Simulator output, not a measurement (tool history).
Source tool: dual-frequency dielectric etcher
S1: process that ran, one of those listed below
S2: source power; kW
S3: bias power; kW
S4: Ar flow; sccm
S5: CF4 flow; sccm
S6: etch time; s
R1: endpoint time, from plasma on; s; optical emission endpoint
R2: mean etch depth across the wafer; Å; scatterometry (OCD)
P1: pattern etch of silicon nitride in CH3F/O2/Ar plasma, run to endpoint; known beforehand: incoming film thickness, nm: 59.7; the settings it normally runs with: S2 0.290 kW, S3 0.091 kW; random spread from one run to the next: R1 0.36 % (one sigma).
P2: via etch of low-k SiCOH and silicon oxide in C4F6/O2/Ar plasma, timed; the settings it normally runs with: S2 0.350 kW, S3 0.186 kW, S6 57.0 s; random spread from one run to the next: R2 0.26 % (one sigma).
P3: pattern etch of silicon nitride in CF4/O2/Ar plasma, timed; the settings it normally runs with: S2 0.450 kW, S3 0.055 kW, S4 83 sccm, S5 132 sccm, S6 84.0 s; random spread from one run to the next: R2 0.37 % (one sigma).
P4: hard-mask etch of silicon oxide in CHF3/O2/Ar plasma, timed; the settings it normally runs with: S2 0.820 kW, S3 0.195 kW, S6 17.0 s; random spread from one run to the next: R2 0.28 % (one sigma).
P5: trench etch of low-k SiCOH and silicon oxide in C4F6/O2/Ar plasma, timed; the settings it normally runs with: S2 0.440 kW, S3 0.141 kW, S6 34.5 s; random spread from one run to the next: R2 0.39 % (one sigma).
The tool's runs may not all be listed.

run,hour,S1,S2,S3,S4,S5,S6,R1,R2
1,4.2,P1,0.290,0.091,,,,90.001,
2,13.6,P3,0.450,0.055,83,184,84.0,,1578.20
3,19.9,P4,0.820,0.195,,,17.0,,381.81
4,28.5,P4,1.020,0.195,,,17.0,,414.51
5,35.6,P2,0.350,0.141,,,57.0,,1417.00
6,40.1,P3,0.450,0.055,83,132,123.5,,2256.50
7,47.2,P4,0.820,0.195,,,25.0,,564.48
8,56.0,P2,0.450,0.186,,,57.0,,1696.50
9,61.1,P1,0.290,0.091,,,,89.452,
10,66.6,P5,0.580,0.141,,,34.5,,1181.10
11,75.3,P1,0.340,0.126,,,,74.296,
12,84.0,P1,0.240,0.091,,,,96.374,
13,89.8,P3,0.450,0.055,116,132,84.0,,1473.40
14,97.6,P1,0.380,0.091,,,,80.439,
15,102.4,P2,0.350,0.186,,,57.0,,1546.10
16,111.1,P2,0.350,0.186,,,57.0,,1547.30
17,116.7,P3,0.450,0.055,83,132,84.0,,1521.10
18,123.3,P5,0.440,0.141,,,49.5,,1523.40
19,130.5,P1,0.290,0.091,,,,88.908,
20,138.3,P1,0.380,0.065,,,,90.001,
21,142.8,P1,0.290,0.091,,,,89.566,
22,148.6,P5,0.440,0.093,,,34.5,,945.57
23,155.5,P5,0.440,0.141,,,34.5,,1055.00
24,160.9,P1,0.230,0.113,,,,89.391,
25,169.2,P3,0.450,0.066,83,132,84.0,,1636.30
26,177.4,P5,0.440,0.141,,,34.5,,1053.90
27,182.4,P1,0.290,0.116,,,,81.899,
28,189.3,P1,0.290,0.060,,,,103.370,
29,194.4,P2,0.350,0.186,,,79.5,,2151.40
# hour 194.9: source power generator calibrated
30,199.6,P4,0.820,0.160,,,17.0,,355.32
31,208.4,P3,0.610,0.055,83,132,84.0,,1998.00
32,214.5,P1,0.290,0.091,,,,88.953,
33,219.0,P1,0.290,0.091,,,,88.941,
34,225.4,P1,0.290,0.091,,,,90.146,
35,229.7,P1,0.290,0.091,,,,89.964,
36,234.6,P1,0.290,0.091,,,,91.106,
37,243.1,P1,0.290,0.091,,,,91.077,
38,252.4,P1,0.290,0.091,,,,90.869,
# hour 252.8: wet clean of the chamber
39,260.8,P1,0.290,0.091,,,,91.211,
40,266.1,P1,0.290,0.091,,,,91.205,
41,275.6,P1,0.290,0.091,,,,90.768,

P1 no longer gives what it gave before; its output has crept away from where it was. The following 2 causes, each at its listed size, fit the log equally well:
A: source power that arrives under what is set, % = 4.75
B: bias power that arrives under what is set, % = 4.82
Onset of the creep was near hour 219.0.
Other possible causes, and why each is ruled out:
chamber walls in a state that lowers the etch rate, %: work on it at hour 252.8, done after the drift set in, did not restore what the process gave before

Each of the check runs listed below is run on 2 wafers and reports their average, with the results left as question marks. Pick the one under which the possible causes would lead to clearly different results.
check 1,285.1,P3,0.450,0.055,83,183,117.0,,?
check 2,285.1,P5,0.440,0.101,,,34.5,,?
check 3,285.1,P4,1.020,0.195,,,23.5,,?
check 4,285.1,P2,0.350,0.186,,,76.5,,?

If the cause were each of the candidates in turn, the checks would give the following:
check,result,if A,if B
check 1,R2,2096.50,2150.10
check 2,R2,943.98,950.04
check 3,R2,563.15,564.59
check 4,R2,2033.30,2039.60
Distance between the nearest two causes, measured in the result of the check that separates them most: check 1 2.53 %; check 2 0.64 %; check 3 0.26 %; check 4 0.31 %
The causes can be told apart only by check 1. The other checks would give nearly the same results under each of them.

After running check 1, the following was obtained: R2 2092.90 Å. Which cause does this point to?

The cause is A: source power that arrives under what is set, %.
